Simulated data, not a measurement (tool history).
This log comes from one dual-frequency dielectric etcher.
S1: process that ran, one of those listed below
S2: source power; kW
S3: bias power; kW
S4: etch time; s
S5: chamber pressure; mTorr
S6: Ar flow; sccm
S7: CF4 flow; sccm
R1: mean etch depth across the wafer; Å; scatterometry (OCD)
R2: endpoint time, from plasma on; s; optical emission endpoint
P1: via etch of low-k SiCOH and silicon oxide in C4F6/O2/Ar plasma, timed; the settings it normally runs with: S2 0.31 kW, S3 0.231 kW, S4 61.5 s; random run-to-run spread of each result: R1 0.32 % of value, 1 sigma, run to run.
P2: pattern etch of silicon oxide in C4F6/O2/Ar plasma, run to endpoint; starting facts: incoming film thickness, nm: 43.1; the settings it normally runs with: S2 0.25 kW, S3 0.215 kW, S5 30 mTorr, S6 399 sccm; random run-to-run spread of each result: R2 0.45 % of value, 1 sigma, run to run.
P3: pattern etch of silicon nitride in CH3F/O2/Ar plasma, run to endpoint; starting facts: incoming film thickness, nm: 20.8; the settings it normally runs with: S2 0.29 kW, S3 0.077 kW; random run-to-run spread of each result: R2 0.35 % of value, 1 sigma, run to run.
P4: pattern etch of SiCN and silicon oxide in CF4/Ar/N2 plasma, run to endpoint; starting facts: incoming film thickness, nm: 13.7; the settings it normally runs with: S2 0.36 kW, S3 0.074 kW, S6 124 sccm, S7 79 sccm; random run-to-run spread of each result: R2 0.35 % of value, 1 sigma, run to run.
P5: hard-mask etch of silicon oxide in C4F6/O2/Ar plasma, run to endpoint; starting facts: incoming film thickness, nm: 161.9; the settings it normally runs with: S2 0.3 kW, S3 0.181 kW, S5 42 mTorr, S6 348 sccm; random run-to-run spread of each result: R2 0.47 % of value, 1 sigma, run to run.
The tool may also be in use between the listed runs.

Run 1, hour 9.6: S1 P1, S2 0.31 kW, S3 0.231 kW, S4 61.5 s. Result: R1 1711.1 Å.
Run 2, hour 26.7: S1 P2, S2 0.25 kW, S3 0.149 kW, S5 30 mTorr, S6 399 sccm. Result: R2 17.871 s.
Run 3, hour 42: S1 P4, S2 0.36 kW, S3 0.074 kW, S6 124 sccm, S7 105 sccm. Result: R2 18.492 s.
Run 4, hour 54.5: S1 P5, S2 0.3 kW, S3 0.181 kW, S5 42 mTorr, S6 446 sccm. Result: R2 63.109 s.
Run 5, hour 67.2: S1 P2, S2 0.25 kW, S3 0.215 kW, S5 30 mTorr, S6 399 sccm. Result: R2 15.897 s.
Run 6, hour 83.4: S1 P1, S2 0.19 kW, S3 0.231 kW, S4 61.5 s. Result: R1 1426.7 Å.
Run 7, hour 94.4: S1 P3, S2 0.29 kW, S3 0.077 kW. Result: R2 32.735 s.
Run 8, hour 104.2: S1 P1, S2 0.31 kW, S3 0.231 kW, S4 61.5 s. Result: R1 1711.3 Å.
Run 9, hour 122.3: S1 P5, S2 0.38 kW, S3 0.181 kW, S5 42 mTorr, S6 348 sccm. Result: R2 55.562 s.
Run 10, hour 132.8: S1 P1, S2 0.31 kW, S3 0.144 kW, S4 61.5 s. Result: R1 1466.4 Å.
Run 11, hour 142.9: S1 P5, S2 0.3 kW, S3 0.181 kW, S5 42 mTorr, S6 348 sccm. Result: R2 60.968 s.
Run 12, hour 158.1: S1 P1, S2 0.4 kW, S3 0.231 kW, S4 61.5 s. Result: R1 1880.2 Å.
Run 13, hour 175.9: S1 P4, S2 0.36 kW, S3 0.074 kW, S6 124 sccm, S7 79 sccm. Result: R2 19.217 s.
Run 14, hour 192.1: S1 P3, S2 0.29 kW, S3 0.094 kW. Result: R2 30.425 s.
Run 15, hour 207.8: S1 P1, S2 0.31 kW, S3 0.231 kW, S4 61.5 s. Result: R1 1707.4 Å.
Run 16, hour 222.9: S1 P1, S2 0.31 kW, S3 0.231 kW, S4 61.5 s. Result: R1 1708.9 Å.
Run 17, hour 240.6: S1 P2, S2 0.25 kW, S3 0.215 kW, S5 30 mTorr, S6 399 sccm. Result: R2 15.882 s.
Run 18, hour 254.7: S1 P2, S2 0.32 kW, S3 0.215 kW, S5 30 mTorr, S6 399 sccm. Result: R2 14.443 s.
Run 19, hour 269.9: S1 P4, S2 0.36 kW, S3 0.074 kW, S6 176 sccm, S7 79 sccm. Result: R2 20.268 s.
Run 20, hour 285.8: S1 P1, S2 0.31 kW, S3 0.231 kW, S4 61.5 s. Result: R1 1703.4 Å.
Run 21, hour 297.6: S1 P5, S2 0.3 kW, S3 0.132 kW, S5 42 mTorr, S6 348 sccm. Result: R2 67.721 s.
Run 22, hour 308.5: S1 P2, S2 0.25 kW, S3 0.215 kW, S5 41.5 mTorr, S6 399 sccm. Result: R2 16.474 s.
Run 23, hour 325.2: S1 P1, S2 0.31 kW, S3 0.231 kW, S4 38 s. Result: R1 1053.8 Å.
Run 24, hour 338.5: S1 P4, S2 0.36 kW, S3 0.093 kW, S6 124 sccm, S7 79 sccm. Result: R2 17.834 s.
Run 25, hour 349.4: S1 P1, S2 0.31 kW, S3 0.284 kW, S4 61.5 s. Result: R1 1844.1 Å.
Run 26, hour 364.9: S1 P1, S2 0.21 kW, S3 0.306 kW, S4 61.5 s. Result: R1 1625.9 Å.
Run 27, hour 380.5: S1 P1, S2 0.31 kW, S3 0.231 kW, S4 61.5 s. Result: R1 1704.2 Å.
Run 28, hour 397: S1 P3, S2 0.29 kW, S3 0.077 kW. Result: R2 32.754 s.
Run 29, hour 408.1: S1 P4, S2 0.26 kW, S3 0.074 kW, S6 124 sccm, S7 79 sccm. Result: R2 25.668 s.
Run 30, hour 416.3: S1 P5, S2 0.3 kW, S3 0.181 kW, S5 52 mTorr, S6 348 sccm. Result: R2 62.736 s.
Run 31, hour 429.4: S1 P2, S2 0.25 kW, S3 0.215 kW, S5 30 mTorr, S6 283 sccm. Result: R2 15.171 s.
Run 32, hour 447: S1 P1, S2 0.31 kW, S3 0.231 kW, S4 81.5 s. Result: R1 2260.2 Å.
Run 33, hour 462.7: S1 P3, S2 0.39 kW, S3 0.077 kW. Result: R2 29.212 s.
Run 34, hour 474.8: S1 P1, S2 0.31 kW, S3 0.231 kW, S4 61.5 s. Result: R1 1711.9 Å.
Run 35, hour 482.9: S1 P1, S2 0.31 kW, S3 0.231 kW, S4 61.5 s. Result: R1 1700.8 Å.
Run 36, hour 497.3: S1 P1, S2 0.31 kW, S3 0.231 kW, S4 61.5 s. Result: R1 1699.6 Å.
Run 37, hour 505.9: S1 P1, S2 0.31 kW, S3 0.231 kW, S4 61.5 s. Result: R1 1695.8 Å.
Run 38, hour 521.9: S1 P1, S2 0.31 kW, S3 0.231 kW, S4 61.5 s. Result: R1 1677.3 Å.
Run 39, hour 532.6: S1 P1, S2 0.31 kW, S3 0.231 kW, S4 61.5 s. Result: R1 1687.2 Å.
Run 40, hour 548.3: S1 P1, S2 0.31 kW, S3 0.231 kW, S4 61.5 s. Result: R1 1689.3 Å.
At hour 563.6: wet clean of the chamber.
Run 41, hour 566.1: S1 P1, S2 0.31 kW, S3 0.231 kW, S4 61.5 s. Result: R1 1674.4 Å.
Run 42, hour 578.3: S1 P1, S2 0.31 kW, S3 0.231 kW, S4 61.5 s. Result: R1 1684.6 Å.
Run 43, hour 592.5: S1 P1, S2 0.31 kW, S3 0.231 kW, S4 61.5 s. Result: R1 1683.1 Å.
Run 44, hour 603.7: S1 P1, S2 0.31 kW, S3 0.231 kW, S4 61.5 s. Result: R1 1679.6 Å.

What P1 gives has crept off from where it sat before. The 2 causes that follow fit the log equally well, each at the size noted:
A: source power that arrives under what is set, % = 4.09
B: bias power that arrives under what is set, % = 4.63
Creep in the process output first set in at about hour 474.8.
Every other cause this tool's parts could produce, and why it does not fit the log:
chamber walls in a state that lowers the etch rate, %: work on it at hour 563.6, done after the drift set in, did not restore what the process gave before

The 4 check runs listed below each average the results of 2 wafers, and their outcomes are marked with question marks. Under which run would the listed causes produce clearly different results?
Run check 1, hour 614.9: S1 P3, S2 0.29 kW, S3 0.077 kW. Result: R2 ?.
Run check 2, hour 614.9: S1 P2, S2 0.25 kW, S3 0.215 kW, S5 30 mTorr, S6 399 sccm. Result: R2 ?.
Run check 3, hour 614.9: S1 P5, S2 0.3 kW, S3 0.181 kW, S5 42 mTorr, S6 348 sccm. Result: R2 ?.
Run check 4, hour 614.9: S1 P4, S2 0.36 kW, S3 0.074 kW, S6 124 sccm, S7 79 sccm. Result: R2 ?.

What every check run would give for each of its results, assuming each possible cause in turn:
  check  result    if A    if B
check 1      R2  33.332   33.37
check 2      R2  16.128  16.128
check 3      R2   62.16  62.103
check 4      R2  19.974  19.576
Separation of the two closest causes in each check, using whichever result separates them best: check 1 0.11 %; check 2 0 %; check 3 0.09 %; check 4 2.02 %
Only in check 4 would the causes give clearly different results; in the remaining checks their results would be nearly the same.

After running check 4, the following was obtained: R2 19.983 s. Which cause does this point to?

Of the candidate causes, it is A: source power that arrives under what is set, %.
